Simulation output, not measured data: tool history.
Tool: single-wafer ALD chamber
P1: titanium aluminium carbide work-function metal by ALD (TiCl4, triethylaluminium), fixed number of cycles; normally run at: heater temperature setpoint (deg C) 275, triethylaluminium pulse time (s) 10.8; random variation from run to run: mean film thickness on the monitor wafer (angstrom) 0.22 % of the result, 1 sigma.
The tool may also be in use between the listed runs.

| run | day | heater temperature setpoint (deg C) | triethylaluminium pulse time (s) | hours since the last thermocouple change | hours since the last triethylaluminium bottle change | mean film thickness on the monitor wafer (angstrom) |
|---|---|---|---|---|---|---|
| 1 | 0.188 | 275 | 10.8 | 307.6 | 170.2 | 18.94 |
| 2 | 0.396 | 275 | 10.8 | 312.6 | 175.2 | 19.011 |
| 3 | 0.558 | 275 | 4.87 | 316.5 | 179.1 | 15.764 |
| 4 | 0.758 | 275 | 10.8 | 321.3 | 183.9 | 18.932 |
| 5 | 0.929 | 275 | 15.32 | 325.4 | 188 | 19.251 |
| 6 | 1.1 | 275 | 10.8 | 329.5 | 192.1 | 18.91 |
|  | 1.233 | triethylaluminium bottle replaced |
| 7 | 1.25 | 275 | 10.8 | 333.1 | 0.5 | 19.007 |
| 8 | 1.421 | 253 | 6.83 | 337.2 | 4.6 | 15.767 |
| 9 | 1.621 | 275 | 10.8 | 342 | 9.4 | 18.907 |
| 10 | 1.742 | 299 | 10.8 | 344.9 | 12.3 | 21.085 |
| 11 | 1.908 | 275 | 10.8 | 348.9 | 16.3 | 18.896 |
| 12 | 2.142 | 253 | 10.8 | 354.5 | 21.9 | 16.93 |
| 13 | 2.288 | 275 | 10.8 | 358 | 25.4 | 18.93 |
| 14 | 2.529 | 275 | 10.8 | 363.8 | 31.2 | 18.632 |
| 15 | 2.75 | 275 | 10.8 | 369.1 | 36.5 | 18.494 |
| 16 | 2.975 | 275 | 10.8 | 374.5 | 41.9 | 18.419 |

The next listed run, before its measurement:
| 17 | 3.204 | 275 | 10.8 | 380 | 47.4 | ? |

{"run 17": {"mean film thickness on the monitor wafer (angstrom)": 18.496}}
